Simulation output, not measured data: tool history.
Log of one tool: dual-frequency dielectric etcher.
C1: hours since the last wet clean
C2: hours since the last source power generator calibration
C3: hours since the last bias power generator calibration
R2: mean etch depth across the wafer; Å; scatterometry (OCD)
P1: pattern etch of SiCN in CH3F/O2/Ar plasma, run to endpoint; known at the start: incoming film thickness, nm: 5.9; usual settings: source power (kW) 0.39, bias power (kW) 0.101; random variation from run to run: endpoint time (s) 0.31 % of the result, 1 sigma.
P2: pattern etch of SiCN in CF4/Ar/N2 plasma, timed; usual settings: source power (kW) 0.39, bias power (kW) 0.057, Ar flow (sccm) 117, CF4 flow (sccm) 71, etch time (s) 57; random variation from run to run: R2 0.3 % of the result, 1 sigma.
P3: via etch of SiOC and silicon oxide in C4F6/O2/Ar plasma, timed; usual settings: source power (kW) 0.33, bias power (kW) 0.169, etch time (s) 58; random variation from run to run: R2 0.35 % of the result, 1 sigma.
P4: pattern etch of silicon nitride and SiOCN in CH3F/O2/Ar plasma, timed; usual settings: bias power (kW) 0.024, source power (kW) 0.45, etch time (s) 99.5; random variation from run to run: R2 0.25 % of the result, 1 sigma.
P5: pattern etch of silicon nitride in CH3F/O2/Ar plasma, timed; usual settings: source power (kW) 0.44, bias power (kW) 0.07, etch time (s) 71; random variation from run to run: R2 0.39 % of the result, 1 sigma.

{"run": 1, "hour": 5.6, "process that ran": "P1", "source power (kW)": 0.39, "bias power (kW)": 0.101, "C1": 73.3, "C2": 1732.6, "C3": 1433.2, "endpoint time (s)": 14.024}
{"run": 2, "hour": 10.8, "process that ran": "P1", "source power (kW)": 0.39, "bias power (kW)": 0.101, "C1": 78.5, "C2": 1737.8, "C3": 1438.4, "endpoint time (s)": 14.025}
{"run": 3, "hour": 15.0, "process that ran": "P5", "source power (kW)": 0.44, "bias power (kW)": 0.07, "etch time (s)": 46.5, "C1": 82.7, "C2": 1742, "C3": 1442.6, "R2": 340.62}
{"run": 4, "hour": 19.6, "process that ran": "P2", "source power (kW)": 0.56, "bias power (kW)": 0.057, "etch time (s)": 57, "Ar flow (sccm)": 117, "CF4 flow (sccm)": 71, "C1": 87.3, "C2": 1746.6, "C3": 1447.2, "R2": 552.23}
{"run": 5, "hour": 24.4, "process that ran": "P1", "source power (kW)": 0.39, "bias power (kW)": 0.14, "C1": 92.1, "C2": 1751.4, "C3": 1452, "endpoint time (s)": 12.402}
{"run": 6, "hour": 32.0, "process that ran": "P1", "source power (kW)": 0.39, "bias power (kW)": 0.101, "C1": 99.7, "C2": 1759, "C3": 1459.6, "endpoint time (s)": 14.014}
{"run": 7, "hour": 38.3, "process that ran": "P5", "source power (kW)": 0.44, "bias power (kW)": 0.07, "etch time (s)": 71, "C1": 106, "C2": 1765.3, "C3": 1465.9, "R2": 516.78}
{"run": 8, "hour": 46.2, "process that ran": "P3", "source power (kW)": 0.33, "bias power (kW)": 0.169, "etch time (s)": 58, "C1": 113.9, "C2": 1773.2, "C3": 1473.8, "R2": 600.53}
{"run": 9, "hour": 50.8, "process that ran": "P1", "source power (kW)": 0.32, "bias power (kW)": 0.101, "C1": 118.5, "C2": 1777.8, "C3": 1478.4, "endpoint time (s)": 15.077}
{"run": 10, "hour": 55.4, "process that ran": "P2", "source power (kW)": 0.39, "bias power (kW)": 0.057, "etch time (s)": 57, "Ar flow (sccm)": 117, "CF4 flow (sccm)": 98, "C1": 123.1, "C2": 1782.4, "C3": 1483, "R2": 420.09}
{"run": 11, "hour": 61.6, "process that ran": "P4", "source power (kW)": 0.45, "bias power (kW)": 0.024, "etch time (s)": 99.5, "C1": 129.3, "C2": 1788.6, "C3": 1489.2, "R2": 145.38}
{"run": 12, "hour": 70.0, "process that ran": "P5", "source power (kW)": 0.6, "bias power (kW)": 0.07, "etch time (s)": 71, "C1": 137.7, "C2": 1797, "C3": 1497.6, "R2": 590.27}
{"run": 13, "hour": 78.3, "process that ran": "P1", "source power (kW)": 0.3, "bias power (kW)": 0.061, "C1": 146, "C2": 1805.3, "C3": 1505.9, "endpoint time (s)": 18.598}
{"run": 14, "hour": 82.2, "process that ran": "P1", "source power (kW)": 0.54, "bias power (kW)": 0.101, "C1": 149.9, "C2": 1809.2, "C3": 1509.8, "endpoint time (s)": 12.452}
{"run": 15, "hour": 89.5, "process that ran": "P3", "source power (kW)": 0.33, "bias power (kW)": 0.169, "etch time (s)": 85, "C1": 157.2, "C2": 1816.5, "C3": 1517.1, "R2": 879.3}
{"run": 16, "hour": 94.1, "process that ran": "P2", "source power (kW)": 0.39, "bias power (kW)": 0.057, "etch time (s)": 57, "Ar flow (sccm)": 117, "CF4 flow (sccm)": 71, "C1": 161.8, "C2": 1821.1, "C3": 1521.7, "R2": 401.13}
{"run": 17, "hour": 101.5, "process that ran": "P4", "source power (kW)": 0.45, "bias power (kW)": 0.024, "etch time (s)": 99.5, "C1": 169.2, "C2": 1828.5, "C3": 1529.1, "R2": 145.66}
{"run": 18, "hour": 105.2, "process that ran": "P1", "source power (kW)": 0.39, "bias power (kW)": 0.101, "C1": 172.9, "C2": 1832.2, "C3": 1532.8, "endpoint time (s)": 14.029}
{"run": 19, "hour": 111.6, "process that ran": "P1", "source power (kW)": 0.39, "bias power (kW)": 0.101, "C1": 179.3, "C2": 1838.6, "C3": 1539.2, "endpoint time (s)": 13.972}
{"run": 20, "hour": 119.1, "process that ran": "P4", "source power (kW)": 0.3, "bias power (kW)": 0.024, "etch time (s)": 99.5, "C1": 186.8, "C2": 1846.1, "C3": 1546.7, "R2": 126.82}
{"run": 21, "hour": 126.7, "process that ran": "P2", "source power (kW)": 0.39, "bias power (kW)": 0.057, "etch time (s)": 57, "Ar flow (sccm)": 96, "CF4 flow (sccm)": 71, "C1": 194.4, "C2": 1853.7, "C3": 1554.3, "R2": 414.73}
{"run": 22, "hour": 132.0, "process that ran": "P3", "source power (kW)": 0.33, "bias power (kW)": 0.105, "etch time (s)": 58, "C1": 199.7, "C2": 1859, "C3": 1559.6, "R2": 518.35}
{"run": 23, "hour": 140.4, "process that ran": "P1", "source power (kW)": 0.39, "bias power (kW)": 0.101, "C1": 208.1, "C2": 1867.4, "C3": 1568, "endpoint time (s)": 13.983}
{"run": 24, "hour": 145.7, "process that ran": "P2", "source power (kW)": 0.39, "bias power (kW)": 0.077, "etch time (s)": 57, "Ar flow (sccm)": 117, "CF4 flow (sccm)": 71, "C1": 213.4, "C2": 1872.7, "C3": 1573.3, "R2": 445.7}
{"run": 25, "hour": 149.6, "process that ran": "P1", "source power (kW)": 0.39, "bias power (kW)": 0.101, "C1": 217.3, "C2": 1876.6, "C3": 1577.2, "endpoint time (s)": 14.089}
{"run": 26, "hour": 154.7, "process that ran": "P4", "source power (kW)": 0.45, "bias power (kW)": 0.015, "etch time (s)": 99.5, "C1": 222.4, "C2": 1881.7, "C3": 1582.3, "R2": 118.61}
{"hour": 156.2, "done": "source power generator calibrated"}
{"run": 27, "hour": 159.5, "process that ran": "P1", "source power (kW)": 0.39, "bias power (kW)": 0.062, "C1": 227.2, "C2": 3.3, "C3": 1587.1, "endpoint time (s)": 16.74}
{"run": 28, "hour": 163.9, "process that ran": "P2", "source power (kW)": 0.39, "bias power (kW)": 0.057, "etch time (s)": 36.5, "Ar flow (sccm)": 117, "CF4 flow (sccm)": 71, "C1": 231.6, "C2": 7.7, "C3": 1591.5, "R2": 257.28}
{"run": 29, "hour": 169.4, "process that ran": "P3", "source power (kW)": 0.46, "bias power (kW)": 0.169, "etch time (s)": 58, "C1": 237.1, "C2": 13.2, "C3": 1597, "R2": 681.93}
{"run": 30, "hour": 177.2, "process that ran": "P3", "source power (kW)": 0.33, "bias power (kW)": 0.169, "etch time (s)": 58, "C1": 244.9, "C2": 21, "C3": 1604.8, "R2": 595.43}
{"run": 31, "hour": 183.8, "process that ran": "P5", "source power (kW)": 0.44, "bias power (kW)": 0.042, "etch time (s)": 71, "C1": 251.5, "C2": 27.6, "C3": 1611.4, "R2": 441.06}
{"run": 32, "hour": 190.0, "process that ran": "P4", "source power (kW)": 0.45, "bias power (kW)": 0.024, "etch time (s)": 142, "C1": 257.7, "C2": 33.8, "C3": 1617.6, "R2": 207.44}
{"run": 33, "hour": 195.5, "process that ran": "P1", "source power (kW)": 0.39, "bias power (kW)": 0.101, "C1": 263.2, "C2": 39.3, "C3": 1623.1, "endpoint time (s)": 14.033}
{"run": 34, "hour": 203.6, "process that ran": "P1", "source power (kW)": 0.39, "bias power (kW)": 0.101, "C1": 271.3, "C2": 47.4, "C3": 1631.2, "endpoint time (s)": 13.894}
{"run": 35, "hour": 211.0, "process that ran": "P1", "source power (kW)": 0.39, "bias power (kW)": 0.101, "C1": 278.7, "C2": 54.8, "C3": 1638.6, "endpoint time (s)": 13.955}
{"run": 36, "hour": 218.5, "process that ran": "P1", "source power (kW)": 0.39, "bias power (kW)": 0.101, "C1": 286.2, "C2": 62.3, "C3": 1646.1, "endpoint time (s)": 13.853}
{"run": 37, "hour": 224.5, "process that ran": "P1", "source power (kW)": 0.39, "bias power (kW)": 0.101, "C1": 292.2, "C2": 68.3, "C3": 1652.1, "endpoint time (s)": 13.831}
{"run": 38, "hour": 228.8, "process that ran": "P1", "source power (kW)": 0.39, "bias power (kW)": 0.101, "C1": 296.5, "C2": 72.6, "C3": 1656.4, "endpoint time (s)": 13.838}
{"hour": 231.9, "done": "wet clean of the chamber"}
{"run": 39, "hour": 233.1, "process that ran": "P1", "source power (kW)": 0.39, "bias power (kW)": 0.101, "C1": 1.2, "C2": 76.9, "C3": 1660.7, "endpoint time (s)": 13.768}
{"run": 40, "hour": 237.4, "process that ran": "P1", "source power (kW)": 0.39, "bias power (kW)": 0.101, "C1": 5.5, "C2": 81.2, "C3": 1665, "endpoint time (s)": 13.812}
{"run": 41, "hour": 244.1, "process that ran": "P1", "source power (kW)": 0.39, "bias power (kW)": 0.101, "C1": 12.2, "C2": 87.9, "C3": 1671.7, "endpoint time (s)": 13.813}
{"run": 42, "hour": 248.3, "process that ran": "P1", "source power (kW)": 0.39, "bias power (kW)": 0.101, "C1": 16.4, "C2": 92.1, "C3": 1675.9, "endpoint time (s)": 13.832}
{"run": 43, "hour": 255.8, "process that ran": "P1", "source power (kW)": 0.39, "bias power (kW)": 0.101, "C1": 23.9, "C2": 99.6, "C3": 1683.4, "endpoint time (s)": 13.814}
{"run": 44, "hour": 261.4, "process that ran": "P1", "source power (kW)": 0.39, "bias power (kW)": 0.101, "C1": 29.5, "C2": 105.2, "C3": 1689, "endpoint time (s)": 13.828}

What P1 gives has crept away from where it was. These 2 causes fit the log equally well, each at the size given:
A: source power that arrives over what is set, % = 4.36
B: bias power that arrives over what is set, % = 4.23
The creep began at about hour 195.5.
Why every other cause is out:
chamber walls in a state that raises the etch rate, %: serviced at hour 231.9, which brought nothing back

4 check runs are offered, one wafer each, their results left as question marks. Which one tells the causes apart?
{"run": "check 1", "hour": 267.0, "process that ran": "P5", "source power (kW)": 0.54, "bias power (kW)": 0.045, "etch time (s)": 71, "R2": "?"}
{"run": "check 2", "hour": 267.0, "process that ran": "P4", "source power (kW)": 0.45, "bias power (kW)": 0.019, "etch time (s)": 99.5, "R2": "?"}
{"run": "check 3", "hour": 267.0, "process that ran": "P2", "source power (kW)": 0.39, "bias power (kW)": 0.057, "etch time (s)": 37.5, "Ar flow (sccm)": 117, "CF4 flow (sccm)": 96, "R2": "?"}
{"run": "check 4", "hour": 267.0, "process that ran": "P3", "source power (kW)": 0.33, "bias power (kW)": 0.134, "etch time (s)": 78, "R2": "?"}

What each check would give under each cause:
check=check_1 result=R2 if_A=497.57 if_B=495.27
check=check_2 result=R2 if_A=132.98 if_B=133.34
check=check_3 result=R2 if_A=286.74 if_B=279.87
check=check_4 result=R2 if_A=761.47 if_B=758.41
How far apart the two closest causes lie, in the result that separates them most: check 1 0.46 %; check 2 0.27 %; check 3 2.43 %; check 4 0.4 %
Only check 3 tells the causes apart: in the others they would give nearly the same result.

Then check 3 was run and gave: R2 286.62 Å. Which cause is it?

It is A: source power that arrives over what is set, %.
